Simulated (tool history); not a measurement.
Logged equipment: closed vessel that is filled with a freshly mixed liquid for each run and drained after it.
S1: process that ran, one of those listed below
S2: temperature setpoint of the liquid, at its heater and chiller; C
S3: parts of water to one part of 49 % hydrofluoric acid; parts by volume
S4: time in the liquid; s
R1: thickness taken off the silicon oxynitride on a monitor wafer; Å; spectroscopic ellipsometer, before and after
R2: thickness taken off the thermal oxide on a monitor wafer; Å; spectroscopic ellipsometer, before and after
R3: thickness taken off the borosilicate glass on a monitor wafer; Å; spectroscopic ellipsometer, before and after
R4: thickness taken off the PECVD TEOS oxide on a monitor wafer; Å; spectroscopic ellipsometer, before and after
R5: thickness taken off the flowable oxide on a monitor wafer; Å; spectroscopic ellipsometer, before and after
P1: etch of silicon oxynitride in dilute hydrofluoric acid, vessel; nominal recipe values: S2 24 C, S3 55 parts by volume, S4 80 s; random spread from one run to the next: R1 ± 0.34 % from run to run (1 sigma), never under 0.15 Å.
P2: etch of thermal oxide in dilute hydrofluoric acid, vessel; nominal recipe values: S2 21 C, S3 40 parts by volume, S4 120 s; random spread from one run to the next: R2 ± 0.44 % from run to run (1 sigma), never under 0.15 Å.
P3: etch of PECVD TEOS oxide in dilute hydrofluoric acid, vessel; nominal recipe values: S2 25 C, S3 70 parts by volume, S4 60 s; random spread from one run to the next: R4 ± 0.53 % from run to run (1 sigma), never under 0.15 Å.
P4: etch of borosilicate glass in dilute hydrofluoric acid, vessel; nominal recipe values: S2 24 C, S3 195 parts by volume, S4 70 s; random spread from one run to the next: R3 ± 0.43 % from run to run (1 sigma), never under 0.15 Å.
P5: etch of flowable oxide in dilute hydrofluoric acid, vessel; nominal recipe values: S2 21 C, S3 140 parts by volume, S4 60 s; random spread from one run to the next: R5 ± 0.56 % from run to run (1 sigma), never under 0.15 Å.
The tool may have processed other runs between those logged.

Run 1, day 0.129: S1 P1, S2 24 C, S3 55 parts by volume, S4 80 s. Result: R1 63.692 Å.
Run 2, day 0.279: S1 P2, S2 17 C, S3 40 parts by volume, S4 120 s. Result: R2 110.49 Å.
Run 3, day 0.45: S1 P1, S2 24 C, S3 55 parts by volume, S4 80 s. Result: R1 63.883 Å.
Run 4, day 0.617: S1 P4, S2 24 C, S3 195 parts by volume, S4 35 s. Result: R3 49.003 Å.
Run 5, day 0.767: S1 P2, S2 21 C, S3 40 parts by volume, S4 30 s. Result: R2 32.912 Å.
Run 6, day 0.854: S1 P1, S2 24 C, S3 55 parts by volume, S4 80 s. Result: R1 64.047 Å.
Run 7, day 1.021: S1 P3, S2 25 C, S3 70 parts by volume, S4 60 s. Result: R4 201.73 Å.
Run 8, day 1.142: S1 P3, S2 17 C, S3 70 parts by volume, S4 60 s. Result: R4 143.13 Å.
At day 1.242: thermometer replaced.
Run 9, day 1.3: S1 P5, S2 17 C, S3 140 parts by volume, S4 60 s. Result: R5 132.76 Å.
Run 10, day 1.408: S1 P5, S2 21 C, S3 140 parts by volume, S4 60 s. Result: R5 156.24 Å.
Run 11, day 1.512: S1 P3, S2 25 C, S3 30 parts by volume, S4 60 s. Result: R4 495.02 Å.
Run 12, day 1.65: S1 P3, S2 25 C, S3 70 parts by volume, S4 30 s. Result: R4 100.23 Å.
Run 13, day 1.775: S1 P1, S2 24 C, S3 55 parts by volume, S4 30 s. Result: R1 24.062 Å.
Run 14, day 1.946: S1 P3, S2 25 C, S3 70 parts by volume, S4 60 s. Result: R4 200.29 Å.
Run 15, day 2.075: S1 P1, S2 24 C, S3 55 parts by volume, S4 80 s. Result: R1 64.11 Å.
Run 16, day 2.242: S1 P1, S2 24 C, S3 20 parts by volume, S4 80 s. Result: R1 181.36 Å.
Run 17, day 2.325: S1 P4, S2 17 C, S3 195 parts by volume, S4 70 s. Result: R3 75.833 Å.
Run 18, day 2.417: S1 P4, S2 24 C, S3 195 parts by volume, S4 70 s. Result: R3 98.718 Å.
Run 19, day 2.579: S1 P5, S2 21 C, S3 140 parts by volume, S4 60 s. Result: R5 155.14 Å.
Run 20, day 2.712: S1 P2, S2 21 C, S3 40 parts by volume, S4 120 s. Result: R2 130.96 Å.
Run 21, day 2.846: S1 P1, S2 17 C, S3 55 parts by volume, S4 80 s. Result: R1 45.07 Å.
Run 22, day 2.967: S1 P5, S2 21 C, S3 140 parts by volume, S4 30 s. Result: R5 78.047 Å.
Run 23, day 3.146: S1 P1, S2 31.5 C, S3 55 parts by volume, S4 135 s. Result: R1 153.58 Å.
Run 24, day 3.333: S1 P1, S2 24 C, S3 90 parts by volume, S4 80 s. Result: R1 38.045 Å.
Run 25, day 3.462: S1 P4, S2 24 C, S3 285 parts by volume, S4 70 s. Result: R3 61.973 Å.
Run 26, day 3.646: S1 P2, S2 21 C, S3 20 parts by volume, S4 120 s. Result: R2 268.37 Å.
Run 27, day 3.788: S1 P5, S2 21 C, S3 25 parts by volume, S4 60 s. Result: R5 1002.5 Å.
Run 28, day 3.938: S1 P1, S2 24 C, S3 55 parts by volume, S4 80 s. Result: R1 64.112 Å.
Run 29, day 4.092: S1 P1, S2 24 C, S3 55 parts by volume, S4 80 s. Result: R1 63.782 Å.
Run 30, day 4.183: S1 P1, S2 24 C, S3 55 parts by volume, S4 125 s. Result: R1 99.148 Å.

For run 31, what comes out?
Run 31, day 4.292: S1 P1, S2 31.5 C, S3 55 parts by volume, S4 80 s. Result: R1 ?.

R1: 91.237 Å
